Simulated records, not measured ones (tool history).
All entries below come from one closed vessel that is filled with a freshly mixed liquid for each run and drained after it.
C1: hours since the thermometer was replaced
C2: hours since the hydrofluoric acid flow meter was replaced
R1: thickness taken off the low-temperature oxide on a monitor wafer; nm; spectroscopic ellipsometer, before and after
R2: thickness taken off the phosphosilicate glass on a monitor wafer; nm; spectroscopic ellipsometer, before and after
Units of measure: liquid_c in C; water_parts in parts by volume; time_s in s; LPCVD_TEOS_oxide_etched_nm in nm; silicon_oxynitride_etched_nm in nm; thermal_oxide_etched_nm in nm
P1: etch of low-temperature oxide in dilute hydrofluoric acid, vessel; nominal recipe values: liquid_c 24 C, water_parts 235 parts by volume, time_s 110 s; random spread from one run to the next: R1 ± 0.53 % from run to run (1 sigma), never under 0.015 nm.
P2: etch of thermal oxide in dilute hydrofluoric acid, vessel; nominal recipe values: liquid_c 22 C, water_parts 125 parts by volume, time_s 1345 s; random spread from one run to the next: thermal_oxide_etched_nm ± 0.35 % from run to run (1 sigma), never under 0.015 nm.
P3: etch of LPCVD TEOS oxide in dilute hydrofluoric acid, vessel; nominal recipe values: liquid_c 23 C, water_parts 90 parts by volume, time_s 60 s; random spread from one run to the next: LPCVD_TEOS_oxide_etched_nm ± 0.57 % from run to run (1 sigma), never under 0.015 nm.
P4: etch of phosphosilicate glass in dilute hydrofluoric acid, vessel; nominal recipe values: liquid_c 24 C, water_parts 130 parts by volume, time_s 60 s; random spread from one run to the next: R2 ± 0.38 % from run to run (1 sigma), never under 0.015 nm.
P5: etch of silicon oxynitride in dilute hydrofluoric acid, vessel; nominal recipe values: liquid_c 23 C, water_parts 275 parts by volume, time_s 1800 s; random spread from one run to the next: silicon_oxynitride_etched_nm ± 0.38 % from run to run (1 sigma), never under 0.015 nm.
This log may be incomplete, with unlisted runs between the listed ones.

Run 1, hour 16.4: process P1, liquid_c 24 C, water_parts 235 parts by volume, time_s 110 s; C1 510.3; C2 1361.1. Result: R1 7.1044 nm.
Run 2, hour 24.6: process P4, liquid_c 24 C, water_parts 130 parts by volume, time_s 60 s; C1 518.5; C2 1369.3. Result: R2 71.227 nm.
Run 3, hour 42.3: process P3, liquid_c 23 C, water_parts 90 parts by volume, time_s 100 s; C1 536.2; C2 1387. Result: LPCVD_TEOS_oxide_etched_nm 40.614 nm.
Run 4, hour 52.1: process P5, liquid_c 30.5 C, water_parts 275 parts by volume, time_s 1800 s; C1 546; C2 1396.8. Result: silicon_oxynitride_etched_nm 14.97 nm.
Run 5, hour 69: process P1, liquid_c 24 C, water_parts 235 parts by volume, time_s 110 s; C1 562.9; C2 1413.7. Result: R1 7.1307 nm.
At hour 69.2: thermometer replaced.
Run 6, hour 86.6: process P2, liquid_c 22 C, water_parts 125 parts by volume, time_s 260 s; C1 17.4; C2 1431.3. Result: thermal_oxide_etched_nm 8.389 nm.
Run 7, hour 96.4: process P3, liquid_c 23 C, water_parts 90 parts by volume, time_s 60 s; C1 27.2; C2 1441.1. Result: LPCVD_TEOS_oxide_etched_nm 24.809 nm.
Run 8, hour 106.4: process P3, liquid_c 30.5 C, water_parts 90 parts by volume, time_s 60 s; C1 37.2; C2 1451.1. Result: LPCVD_TEOS_oxide_etched_nm 33.272 nm.
Run 9, hour 119: process P2, liquid_c 27.5 C, water_parts 125 parts by volume, time_s 1345 s; C1 49.8; C2 1463.7. Result: thermal_oxide_etched_nm 53.509 nm.
Run 10, hour 130.5: process P1, liquid_c 32 C, water_parts 235 parts by volume, time_s 110 s; C1 61.3; C2 1475.2. Result: R1 9.3134 nm.
Run 11, hour 141.4: process P1, liquid_c 24 C, water_parts 235 parts by volume, time_s 55 s; C1 72.2; C2 1486.1. Result: R1 3.5831 nm.
Run 12, hour 154.1: process P5, liquid_c 23 C, water_parts 100 parts by volume, time_s 1800 s; C1 84.9; C2 1498.8. Result: silicon_oxynitride_etched_nm 34.302 nm.
Run 13, hour 162.1: process P5, liquid_c 23 C, water_parts 275 parts by volume, time_s 3560 s; C1 92.9; C2 1506.8. Result: silicon_oxynitride_etched_nm 21.621 nm.
Run 14, hour 170.4: process P1, liquid_c 24 C, water_parts 235 parts by volume, time_s 110 s; C1 101.2; C2 1515.1. Result: R1 7.1832 nm.
Run 15, hour 185.3: process P1, liquid_c 24 C, water_parts 325 parts by volume, time_s 110 s; C1 116.1; C2 1530. Result: R1 4.7548 nm.
Run 16, hour 193.2: process P4, liquid_c 32 C, water_parts 130 parts by volume, time_s 60 s; C1 124; C2 1537.9. Result: R2 95.899 nm.
Run 17, hour 211.4: process P3, liquid_c 23 C, water_parts 90 parts by volume, time_s 60 s; C1 142.2; C2 1556.1. Result: LPCVD_TEOS_oxide_etched_nm 24.691 nm.
Run 18, hour 223.8: process P1, liquid_c 28 C, water_parts 235 parts by volume, time_s 185 s; C1 154.6; C2 1568.5. Result: R1 13.706 nm.
Run 19, hour 238: process P3, liquid_c 23 C, water_parts 135 parts by volume, time_s 60 s; C1 168.8; C2 1582.7. Result: LPCVD_TEOS_oxide_etched_nm 15.439 nm.
Run 20, hour 254.8: process P1, liquid_c 24 C, water_parts 145 parts by volume, time_s 110 s; C1 185.6; C2 1599.5. Result: R1 12.634 nm.
Run 21, hour 264.1: process P1, liquid_c 24 C, water_parts 235 parts by volume, time_s 110 s; C1 194.9; C2 1608.8. Result: R1 7.1107 nm.
Run 22, hour 277.3: process P2, liquid_c 22 C, water_parts 185 parts by volume, time_s 1345 s; C1 208.1; C2 1622. Result: thermal_oxide_etched_nm 27.402 nm.
Run 23, hour 294.7: process P4, liquid_c 24 C, water_parts 215 parts by volume, time_s 60 s; C1 225.5; C2 1639.4. Result: R2 39.406 nm.
Run 24, hour 310.9: process P2, liquid_c 22 C, water_parts 125 parts by volume, time_s 1345 s; C1 241.7; C2 1655.6. Result: thermal_oxide_etched_nm 43.643 nm.
Run 25, hour 324.1: process P5, liquid_c 23 C, water_parts 275 parts by volume, time_s 1800 s; C1 254.9; C2 1668.8. Result: silicon_oxynitride_etched_nm 10.947 nm.

Expected results for the next run?
Run 26, hour 335.7: process P1, liquid_c 17 C, water_parts 235 parts by volume, time_s 110 s; C1 266.5; C2 1680.4. Result: R1 ?.

Run 26 measured R1 5.4675 nm.
